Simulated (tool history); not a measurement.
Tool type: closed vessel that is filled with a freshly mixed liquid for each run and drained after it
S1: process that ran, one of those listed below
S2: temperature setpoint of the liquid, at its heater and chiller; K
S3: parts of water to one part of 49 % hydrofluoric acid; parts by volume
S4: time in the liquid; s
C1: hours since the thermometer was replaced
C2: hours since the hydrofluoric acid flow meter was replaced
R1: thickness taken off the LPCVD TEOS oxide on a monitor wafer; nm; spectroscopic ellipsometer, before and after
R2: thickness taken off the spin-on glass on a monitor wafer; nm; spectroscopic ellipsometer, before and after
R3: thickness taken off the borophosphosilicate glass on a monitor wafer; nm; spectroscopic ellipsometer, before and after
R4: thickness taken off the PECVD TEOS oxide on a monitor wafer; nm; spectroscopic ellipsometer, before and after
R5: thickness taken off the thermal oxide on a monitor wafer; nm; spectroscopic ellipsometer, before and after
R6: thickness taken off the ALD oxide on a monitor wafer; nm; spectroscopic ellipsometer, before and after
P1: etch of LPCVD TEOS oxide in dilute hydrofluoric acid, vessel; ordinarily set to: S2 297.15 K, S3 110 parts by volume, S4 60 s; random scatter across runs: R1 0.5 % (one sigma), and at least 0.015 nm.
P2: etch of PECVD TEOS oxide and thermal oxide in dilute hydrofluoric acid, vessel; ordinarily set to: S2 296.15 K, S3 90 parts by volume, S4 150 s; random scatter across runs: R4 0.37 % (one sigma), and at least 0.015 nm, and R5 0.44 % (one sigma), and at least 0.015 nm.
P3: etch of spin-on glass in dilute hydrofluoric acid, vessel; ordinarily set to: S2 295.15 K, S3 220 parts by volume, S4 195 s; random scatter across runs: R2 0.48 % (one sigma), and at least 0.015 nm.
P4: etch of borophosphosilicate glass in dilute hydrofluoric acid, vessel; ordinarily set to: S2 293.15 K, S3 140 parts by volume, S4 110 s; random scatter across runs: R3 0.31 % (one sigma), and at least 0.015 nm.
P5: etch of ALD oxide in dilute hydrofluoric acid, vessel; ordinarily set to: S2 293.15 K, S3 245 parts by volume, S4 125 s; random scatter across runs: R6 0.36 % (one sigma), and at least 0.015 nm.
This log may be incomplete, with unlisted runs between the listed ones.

{"run": 1, "hour": 16.1, "S1": "P1", "S2": 297.15, "S3": 110, "S4": 60, "C1": 972.0, "C2": 255.5, "R1": 11.334}
{"run": 2, "hour": 24.8, "S1": "P3", "S2": 295.15, "S3": 220, "S4": 360, "C1": 980.7, "C2": 264.2, "R2": 61.164}
{"run": 3, "hour": 35.7, "S1": "P1", "S2": 290.15, "S3": 110, "S4": 60, "C1": 991.6, "C2": 275.1, "R1": 8.4937}
{"run": 4, "hour": 43.8, "S1": "P3", "S2": 295.15, "S3": 220, "S4": 195, "C1": 999.7, "C2": 283.2, "R2": 33.037}
{"run": 5, "hour": 52.6, "S1": "P4", "S2": 300.65, "S3": 140, "S4": 110, "C1": 1008.5, "C2": 292.0, "R3": 36.666}
{"run": 6, "hour": 64.6, "S1": "P1", "S2": 297.15, "S3": 110, "S4": 30, "C1": 1020.5, "C2": 304.0, "R1": 5.6356}
{"run": 7, "hour": 72.0, "S1": "P2", "S2": 296.15, "S3": 90, "S4": 35, "C1": 1027.9, "C2": 311.4, "R4": 3.2954, "R5": 1.7114}
{"run": 8, "hour": 85.2, "S1": "P1", "S2": 304.15, "S3": 110, "S4": 60, "C1": 1041.1, "C2": 324.6, "R1": 14.743}
{"run": 9, "hour": 98.4, "S1": "P1", "S2": 297.15, "S3": 50, "S4": 60, "C1": 1054.3, "C2": 337.8, "R1": 26.534}
{"run": 10, "hour": 110.6, "S1": "P1", "S2": 297.15, "S3": 110, "S4": 95, "C1": 1066.5, "C2": 350.0, "R1": 18.025}
{"run": 11, "hour": 119.2, "S1": "P5", "S2": 290.15, "S3": 245, "S4": 125, "C1": 1075.1, "C2": 358.6, "R6": 5.8256}
{"run": 12, "hour": 135.0, "S1": "P5", "S2": 293.15, "S3": 245, "S4": 125, "C1": 1090.9, "C2": 374.4, "R6": 6.5451}
{"run": 13, "hour": 151.5, "S1": "P3", "S2": 295.15, "S3": 405, "S4": 195, "C1": 1107.4, "C2": 390.9, "R2": 15.206}
{"run": 14, "hour": 163.6, "S1": "P1", "S2": 297.15, "S3": 110, "S4": 60, "C1": 1119.5, "C2": 403.0, "R1": 11.204}
{"run": 15, "hour": 173.1, "S1": "P1", "S2": 303.65, "S3": 110, "S4": 30, "C1": 1129.0, "C2": 412.5, "R1": 7.1752}
{"run": 16, "hour": 188.0, "S1": "P2", "S2": 290.15, "S3": 90, "S4": 150, "C1": 1143.9, "C2": 427.4, "R4": 10.981, "R5": 5.724}
{"run": 17, "hour": 196.3, "S1": "P1", "S2": 297.15, "S3": 110, "S4": 60, "C1": 1152.2, "C2": 435.7, "R1": 11.191}
{"run": 18, "hour": 208.0, "S1": "P2", "S2": 296.15, "S3": 150, "S4": 150, "C1": 1163.9, "C2": 447.4, "R4": 7.929, "R5": 4.083}
{"run": 19, "hour": 224.0, "S1": "P2", "S2": 296.15, "S3": 90, "S4": 150, "C1": 1179.9, "C2": 463.4, "R4": 14.257, "R5": 7.3755}
{"run": 20, "hour": 233.7, "S1": "P1", "S2": 297.15, "S3": 110, "S4": 60, "C1": 1189.6, "C2": 473.1, "R1": 11.227}
{"run": 21, "hour": 248.5, "S1": "P3", "S2": 295.15, "S3": 220, "S4": 195, "C1": 1204.4, "C2": 487.9, "R2": 33.204}
{"run": 22, "hour": 262.3, "S1": "P1", "S2": 297.15, "S3": 110, "S4": 60, "C1": 1218.2, "C2": 501.7, "R1": 11.235}
{"run": 23, "hour": 275.9, "S1": "P3", "S2": 302.15, "S3": 220, "S4": 195, "C1": 1231.8, "C2": 515.3, "R2": 42.681}
{"run": 24, "hour": 284.7, "S1": "P4", "S2": 293.15, "S3": 140, "S4": 110, "C1": 1240.6, "C2": 524.1, "R3": 27.541}
{"run": 25, "hour": 298.4, "S1": "P5", "S2": 293.15, "S3": 100, "S4": 125, "C1": 1254.3, "C2": 537.8, "R6": 18.706}
{"run": 26, "hour": 309.2, "S1": "P4", "S2": 293.15, "S3": 25, "S4": 110, "C1": 1265.1, "C2": 548.6, "R3": 175.75}
{"run": 27, "hour": 316.6, "S1": "P4", "S2": 293.15, "S3": 140, "S4": 210, "C1": 1272.5, "C2": 556.0, "R3": 52.572}
{"run": 28, "hour": 331.2, "S1": "P5", "S2": 293.15, "S3": 245, "S4": 250, "C1": 1287.1, "C2": 570.6, "R6": 13.126}
{"run": 29, "hour": 347.0, "S1": "P4", "S2": 293.15, "S3": 140, "S4": 110, "C1": 1302.9, "C2": 586.4, "R3": 27.639}
{"hour": 347.3, "done": "thermometer replaced"}
{"run": 30, "hour": 358.8, "S1": "P1", "S2": 297.15, "S3": 110, "S4": 60, "C1": 11.6, "C2": 598.2, "R1": 11.178}
{"run": 31, "hour": 367.7, "S1": "P1", "S2": 297.15, "S3": 55, "S4": 30, "C1": 20.5, "C2": 607.1, "R1": 12.128}
{"run": 32, "hour": 375.2, "S1": "P1", "S2": 297.15, "S3": 180, "S4": 60, "C1": 28.0, "C2": 614.6, "R1": 6.2996}
{"run": 33, "hour": 386.0, "S1": "P1", "S2": 297.15, "S3": 110, "S4": 60, "C1": 38.8, "C2": 625.4, "R1": 11.225}
{"run": 34, "hour": 395.0, "S1": "P1", "S2": 297.15, "S3": 110, "S4": 60, "C1": 47.8, "C2": 634.4, "R1": 11.454}
{"run": 35, "hour": 406.1, "S1": "P1", "S2": 297.15, "S3": 110, "S4": 60, "C1": 58.9, "C2": 645.5, "R1": 11.816}
{"run": 36, "hour": 416.8, "S1": "P1", "S2": 297.15, "S3": 110, "S4": 60, "C1": 69.6, "C2": 656.2, "R1": 11.997}
{"run": 37, "hour": 431.8, "S1": "P1", "S2": 297.15, "S3": 110, "S4": 60, "C1": 84.6, "C2": 671.2, "R1": 12.074}
{"run": 38, "hour": 441.7, "S1": "P1", "S2": 297.15, "S3": 110, "S4": 60, "C1": 94.5, "C2": 681.1, "R1": 12.238}
{"run": 39, "hour": 457.9, "S1": "P1", "S2": 297.15, "S3": 110, "S4": 60, "C1": 110.7, "C2": 697.3, "R1": 12.307}
{"run": 40, "hour": 467.3, "S1": "P1", "S2": 297.15, "S3": 110, "S4": 60, "C1": 120.1, "C2": 706.7, "R1": 12.268}
{"run": 41, "hour": 474.8, "S1": "P1", "S2": 297.15, "S3": 110, "S4": 60, "C1": 127.6, "C2": 714.2, "R1": 12.236}
{"run": 42, "hour": 489.8, "S1": "P1", "S2": 297.15, "S3": 110, "S4": 60, "C1": 142.6, "C2": 729.2, "R1": 12.25}

P1 has crept away from where it was. The log is fitted equally well by each of these 2 causes, at the sizes shown:
A: liquid hotter than its thermometer reads (K) = 2.3
B: hydrofluoric acid flow above the setpoint (%) = 8.22
The creep began at about hour 386.0.

The list below offers 4 check runs, each averaging the results of 2 wafers, and shows each result as a question mark. For which of them would the listed causes give clearly different results?
{"run": "check 1", "hour": 504.8, "S1": "P5", "S2": 293.15, "S3": 120, "S4": 225, "R6": "?"}
{"run": "check 2", "hour": 504.8, "S1": "P2", "S2": 293.15, "S3": 90, "S4": 70, "R4": "?", "R5": "?"}
{"run": "check 3", "hour": 504.8, "S1": "P4", "S2": 296.15, "S3": 140, "S4": 210, "R3": "?"}
{"run": "check 4", "hour": 504.8, "S1": "P3", "S2": 299.65, "S3": 340, "S4": 195, "R2": "?"}

Predicted outcomes, by check and by cause:
check=check_1 result=R6 if_A=30.0400 if_B=29.9390
check=check_2 result=R4 if_A=6.4214 if_B=6.3748
check=check_2 result=R5 if_A=3.3311 if_B=3.3069
check=check_3 result=R3 if_A=64.624 if_B=64.797
check=check_4 result=R2 if_A=24.163 if_B=24.909
Distance between the nearest two causes, measured in the result of the check that separates them most: check 1 0.34 %; check 2 0.73 %; check 3 0.27 %; check 4 3.04 %
Check 4 distinguishes between the causes, while the remaining checks would return nearly the same result for all of them.

Check 4 was then run and gave: R2 24.983 nm. Which cause is it?

The correct cause is B, namely: hydrofluoric acid flow above the setpoint (%).
